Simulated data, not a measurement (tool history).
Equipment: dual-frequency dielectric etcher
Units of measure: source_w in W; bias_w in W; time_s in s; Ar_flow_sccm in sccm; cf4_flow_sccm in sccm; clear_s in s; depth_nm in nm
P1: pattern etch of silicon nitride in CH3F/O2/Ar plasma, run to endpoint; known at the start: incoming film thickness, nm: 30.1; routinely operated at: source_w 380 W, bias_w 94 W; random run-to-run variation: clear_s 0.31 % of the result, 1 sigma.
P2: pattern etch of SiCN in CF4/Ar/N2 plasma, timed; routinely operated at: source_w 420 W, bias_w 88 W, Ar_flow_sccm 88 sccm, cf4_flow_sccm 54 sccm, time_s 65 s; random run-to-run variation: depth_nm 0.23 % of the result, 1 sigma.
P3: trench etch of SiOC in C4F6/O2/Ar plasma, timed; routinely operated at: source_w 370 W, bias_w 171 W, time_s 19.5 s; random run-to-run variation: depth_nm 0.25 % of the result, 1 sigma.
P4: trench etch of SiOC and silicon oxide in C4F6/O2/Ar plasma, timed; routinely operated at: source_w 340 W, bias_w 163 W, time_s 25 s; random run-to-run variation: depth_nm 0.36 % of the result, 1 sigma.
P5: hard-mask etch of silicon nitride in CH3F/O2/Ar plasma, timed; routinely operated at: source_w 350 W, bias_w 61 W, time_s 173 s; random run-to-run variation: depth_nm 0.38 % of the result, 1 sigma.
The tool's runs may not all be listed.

run,hour,process,source_w,bias_w,time_s,Ar_flow_sccm,cf4_flow_sccm,hours since the last wet clean,hours since the last source power generator calibration,hours since the last bias power generator calibration,clear_s,depth_nm
1,8.8,P1,380,94,,,,225,1423.1,426.7,41.078,
2,26.4,P1,550,94,,,,242.6,1440.7,444.3,35.707,
3,44,P4,260,163,25,,,260.2,1458.3,461.9,,40.699
4,53.4,P5,350,61,135,,,269.6,1467.7,471.3,,84.98
5,64,P1,380,94,,,,280.2,1478.3,481.9,41.012,
6,80.5,P1,220,61,,,,296.7,1494.8,498.4,58.606,
7,91.1,P1,380,94,,,,307.3,1505.4,509,41.029,
8,101.7,P1,380,125,,,,317.9,1516,519.6,36.765,
9,113.8,P5,220,61,173,,,330,1528.1,531.7,,90.93
10,127.9,P5,350,79,173,,,344.1,1542.2,545.8,,118.45
11,144.8,P2,540,88,65,88,54,361,1559.1,562.7,,67.342
12,162.6,P3,460,171,19.5,,,378.8,1576.9,580.5,,41.795
13,177.9,P2,420,88,65,88,54,394.1,1592.2,595.8,,54.325
14,193.4,P2,420,88,65,58,54,409.6,1607.7,611.3,,57.383
15,206.9,P5,350,61,173,,,423.1,1621.2,624.8,,108.56
# hour 212.8: source power generator calibrated
16,215.4,P1,220,94,,,,431.6,2.6,633.3,50.54,
17,226.9,P1,380,94,,,,443.1,14.1,644.8,41.19,
18,240.7,P3,370,171,14,,,456.9,27.9,658.6,,27.572
19,250.5,P1,380,94,,,,466.7,37.7,668.4,41.113,
20,259.2,P1,220,59,,,,475.4,46.4,677.1,59.025,
21,276.3,P1,380,94,,,,492.5,63.5,694.2,41.142,
22,291.9,P4,340,106,25,,,508.1,79.1,709.8,,40.032
23,301,P4,340,163,25,,,517.2,88.2,718.9,,45.224
24,308.7,P4,340,163,30.5,,,524.9,95.9,726.6,,55.088
25,323.9,P1,380,76,,,,540.1,111.1,741.8,44.366,
26,338,P1,380,94,,,,554.2,125.2,755.9,41.023,
27,347.8,P1,510,73,,,,564,135,765.7,40.272,
28,365.1,P3,370,171,19.5,,,581.3,152.3,783,,38.306
29,373.4,P2,420,88,65,88,37,589.6,160.6,791.3,,51.379
30,382.4,P4,340,163,25,,,598.6,169.6,800.3,,45.355
31,399.8,P2,420,63,65,88,54,616,187,817.7,,48.165
32,411.5,P2,420,88,95.5,88,54,627.7,198.7,829.4,,79.652
33,422.2,P3,370,217,19.5,,,638.4,209.4,840.1,,41.629
34,431.4,P1,380,94,,,,647.6,218.6,849.3,41.229,
35,446.3,P1,380,94,,,,662.5,233.5,864.2,40.846,
36,458.1,P1,380,94,,,,674.3,245.3,876,41.01,
37,475.7,P1,380,94,,,,691.9,262.9,893.6,40.514,
38,490.9,P1,380,94,,,,707.1,278.1,908.8,40.539,
39,503.9,P1,380,94,,,,720.1,291.1,921.8,40.459,
40,513.4,P1,380,94,,,,729.6,300.6,931.3,40.314,
# hour 527.9: wet clean of the chamber
41,528,P1,380,94,,,,0.1,315.2,945.9,40.738,
42,545.4,P1,380,94,,,,17.5,332.6,963.3,40.37,
43,561.3,P1,380,94,,,,33.4,348.5,979.2,40.513,
44,576.2,P1,380,94,,,,48.3,363.4,994.1,40.511,

P1 no longer gives what it gave before; its output has crept away from where it was. The following 2 causes, each at its listed size, fit the log equally well:
A: source power that arrives over what is set, % = 4.18
B: bias power that arrives over what is set, % = 4.27
The drift started at roughly hour 431.4.
Ruled out, with reasons:
chamber walls in a state that raises the etch rate, %: its service at hour 527.9 followed the start of the drift and did not put the process back to its old value

4 check runs are offered, one wafer each, their results left as question marks. Which one tells the causes apart?
check 1,591.1,P3,370,171,19.5,,,,,,,?
check 2,591.1,P4,340,163,25,,,,,,,?
check 3,591.1,P2,420,88,65,88,54,,,,,?
check 4,591.1,P5,350,61,173,,,,,,,?

If the cause were each of the candidates in turn, the checks would give the following:
check,result,if A,if B
check 1,depth_nm,39.057,38.95
check 2,depth_nm,46.032,45.902
check 3,depth_nm,56.212,55.088
check 4,depth_nm,110.67,110.49
How far apart the two closest causes lie, in the result that separates them most: check 1 0.27 %; check 2 0.28 %; check 3 2.02 %; check 4 0.16 %
Only in check 3 would the causes give clearly different results; in the remaining checks their results would be nearly the same.

After running check 3, the following was obtained: depth_nm 55.293 nm. Which cause does this point to?

The cause is B: bias power that arrives over what is set, %.
